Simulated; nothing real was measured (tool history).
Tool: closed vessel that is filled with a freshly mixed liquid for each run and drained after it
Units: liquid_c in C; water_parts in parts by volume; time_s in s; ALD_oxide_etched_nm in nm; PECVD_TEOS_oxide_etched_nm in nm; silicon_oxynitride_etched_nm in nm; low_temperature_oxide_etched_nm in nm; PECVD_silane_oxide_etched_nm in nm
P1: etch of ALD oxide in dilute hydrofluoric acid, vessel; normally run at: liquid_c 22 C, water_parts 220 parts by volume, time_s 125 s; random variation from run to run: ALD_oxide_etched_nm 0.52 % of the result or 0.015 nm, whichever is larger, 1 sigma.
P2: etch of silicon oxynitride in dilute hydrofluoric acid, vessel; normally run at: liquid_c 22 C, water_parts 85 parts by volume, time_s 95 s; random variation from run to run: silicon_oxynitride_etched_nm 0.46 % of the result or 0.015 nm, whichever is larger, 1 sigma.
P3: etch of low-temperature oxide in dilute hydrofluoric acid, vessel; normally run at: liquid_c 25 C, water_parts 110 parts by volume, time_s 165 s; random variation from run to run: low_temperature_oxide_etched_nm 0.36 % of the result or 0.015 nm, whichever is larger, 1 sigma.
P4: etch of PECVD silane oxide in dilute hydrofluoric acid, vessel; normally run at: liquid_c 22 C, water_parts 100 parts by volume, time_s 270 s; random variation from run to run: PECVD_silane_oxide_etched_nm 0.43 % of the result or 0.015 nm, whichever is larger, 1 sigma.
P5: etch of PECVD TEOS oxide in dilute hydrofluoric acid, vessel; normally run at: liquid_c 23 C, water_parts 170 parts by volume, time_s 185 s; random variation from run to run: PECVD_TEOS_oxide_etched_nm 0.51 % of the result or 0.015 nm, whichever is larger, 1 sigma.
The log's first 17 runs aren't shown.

run   hour  process  liquid_c  water_parts  time_s  hours since the thermometer was replaced  hours since the hydrofluoric acid flow meter was replaced  ALD_oxide_etched_nm  PECVD_TEOS_oxide_etched_nm  silicon_oxynitride_etched_nm  low_temperature_oxide_etched_nm  PECVD_silane_oxide_etched_nm
 18  130.2       P3        25          110     275                                     344.6                                                      299.8                                                                                                          94.664
 19  135.4       P5        23          170      30                                     349.8                                                        305                                           1.8266
 20  141.4       P4        22          100     505                                     355.8                                                        311                                                                                                                                        110.49
 21  150.2       P1        22          220     125                                     364.6                                                      319.8               8.0325
 22    157       P1        17          220     125                                     371.4                                                      326.6               6.6228
 23  165.8       P3      17.5          110     165                                     380.2                                                      335.4                                                                                                          41.813
 24  171.9       P3        25          110     165                                     386.3                                                      341.5                                                                                                          56.746
 25  178.6       P4        22          100     270                                       393                                                      348.2                                                                                                                                        59.174
 26  186.6       P1        22          220      55                                       401                                                      356.2               3.5321
 27  194.1       P2        22          140      95                                     408.5                                                      363.7                                                                         2.7975
 28  203.8       P2        22           85      95                                     418.2                                                      373.4                                                                         4.7971
 29  208.3       P4      28.5          100     270                                     422.7                                                      377.9                                                                                                                                        76.402
 30  216.9       P5        18          170     185                                     431.3                                                      386.5                                           9.1527
 31  221.7       P1        22          100     125                                     436.1                                                      391.3               20.137
 32  226.7       P1        22          330     205                                     441.1                                                      396.3               7.9179
 33    236       P1        22          110     200                                     450.4                                                      405.6               28.962
 34  242.5       P1        22          220     125                                     456.9                                                      412.1                7.957
 35  250.9       P1        22          220     125                                     465.3                                                      420.5               7.8553
 36  258.4       P1        22          220     125                                     472.8                                                        428               7.7624
 37  266.9       P1        22          220     125                                     481.3                                                      436.5               7.7047
 38  272.9       P1        22          220     125                                     487.3                                                      442.5               7.6796

Run 39 comes next. What will it give?
 39  278.3       P1        22          220     125                                     492.7                                                      447.9                    ?

{"run 39": {"ALD_oxide_etched_nm": 7.5366}}

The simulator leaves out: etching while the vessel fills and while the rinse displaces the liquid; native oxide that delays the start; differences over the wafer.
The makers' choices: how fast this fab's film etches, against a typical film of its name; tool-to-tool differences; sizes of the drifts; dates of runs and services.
